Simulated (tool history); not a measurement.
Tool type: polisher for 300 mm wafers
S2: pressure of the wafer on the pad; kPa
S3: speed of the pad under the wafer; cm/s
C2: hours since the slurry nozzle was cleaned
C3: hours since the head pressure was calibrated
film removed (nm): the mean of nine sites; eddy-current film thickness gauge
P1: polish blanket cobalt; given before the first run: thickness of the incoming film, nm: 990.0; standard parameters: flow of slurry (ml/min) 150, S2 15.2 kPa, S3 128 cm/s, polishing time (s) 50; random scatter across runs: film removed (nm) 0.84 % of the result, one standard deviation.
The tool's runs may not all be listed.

{"run": 1, "hour": 5.2, "flow of slurry (ml/min)": 150, "S2": 15.2, "S3": 128, "polishing time (s)": 50, "wafers polished on this pad": 446, "C2": 116.3, "C3": 257.9, "film removed (nm)": 404.28}
{"run": 2, "hour": 8.3, "flow of slurry (ml/min)": 150, "S2": 15.2, "S3": 128, "polishing time (s)": 50, "wafers polished on this pad": 486, "C2": 119.4, "C3": 261, "film removed (nm)": 402.03}
{"run": 3, "hour": 11.7, "flow of slurry (ml/min)": 150, "S2": 15.2, "S3": 128, "polishing time (s)": 76, "wafers polished on this pad": 529, "C2": 122.8, "C3": 264.4, "film removed (nm)": 614.69}
{"run": 4, "hour": 17.3, "flow of slurry (ml/min)": 150, "S2": 15.2, "S3": 162, "polishing time (s)": 50, "wafers polished on this pad": 600, "C2": 128.4, "C3": 270, "film removed (nm)": 506.05}
{"hour": 21.0, "done": "head pressure recalibrated"}
{"run": 5, "hour": 23.4, "flow of slurry (ml/min)": 210, "S2": 15.2, "S3": 128, "polishing time (s)": 50, "wafers polished on this pad": 678, "C2": 134.5, "C3": 2.5, "film removed (nm)": 421.99}
{"run": 6, "hour": 27.7, "flow of slurry (ml/min)": 150, "S2": 9.7, "S3": 162, "polishing time (s)": 50, "wafers polished on this pad": 733, "C2": 138.8, "C3": 6.8, "film removed (nm)": 320.55}
{"run": 7, "hour": 30.7, "flow of slurry (ml/min)": 150, "S2": 15.2, "S3": 128, "polishing time (s)": 50, "wafers polished on this pad": 771, "C2": 141.8, "C3": 9.8, "film removed (nm)": 400.24}
{"run": 8, "hour": 33.4, "flow of slurry (ml/min)": 150, "S2": 15.2, "S3": 74, "polishing time (s)": 50, "wafers polished on this pad": 805, "C2": 144.5, "C3": 12.5, "film removed (nm)": 234.77}
{"run": 9, "hour": 36.5, "flow of slurry (ml/min)": 150, "S2": 20.7, "S3": 128, "polishing time (s)": 50, "wafers polished on this pad": 845, "C2": 147.6, "C3": 15.6, "film removed (nm)": 551.69}
{"run": 10, "hour": 42.1, "flow of slurry (ml/min)": 150, "S2": 6.9, "S3": 128, "polishing time (s)": 50, "wafers polished on this pad": 916, "C2": 153.2, "C3": 21.2, "film removed (nm)": 181.54}
{"run": 11, "hour": 48.0, "flow of slurry (ml/min)": 150, "S2": 15.2, "S3": 128, "polishing time (s)": 50, "wafers polished on this pad": 992, "C2": 159.1, "C3": 27.1, "film removed (nm)": 408.95}
{"run": 12, "hour": 53.7, "flow of slurry (ml/min)": 150, "S2": 15.2, "S3": 128, "polishing time (s)": 50, "wafers polished on this pad": 1064, "C2": 164.8, "C3": 32.8, "film removed (nm)": 404.6}
{"hour": 57.5, "done": "slurry nozzle cleaned"}
{"run": 13, "hour": 57.8, "flow of slurry (ml/min)": 150, "S2": 15.2, "S3": 128, "polishing time (s)": 50, "wafers polished on this pad": 1116, "C2": 0.4, "C3": 36.9, "film removed (nm)": 400.13}
{"run": 14, "hour": 61.7, "flow of slurry (ml/min)": 90, "S2": 15.2, "S3": 128, "polishing time (s)": 50, "wafers polished on this pad": 1166, "C2": 4.3, "C3": 40.8, "film removed (nm)": 364.9}

Estimate the outcome of run 15 from the log above:
{"run": 15, "hour": 65.2, "flow of slurry (ml/min)": 150, "S2": 15.2, "S3": 128, "polishing time (s)": 50, "wafers polished on this pad": 1211, "C2": 7.8, "C3": 44.3, "film removed (nm)": "?"}

{"run 15": {"film removed (nm)": 407.18}}
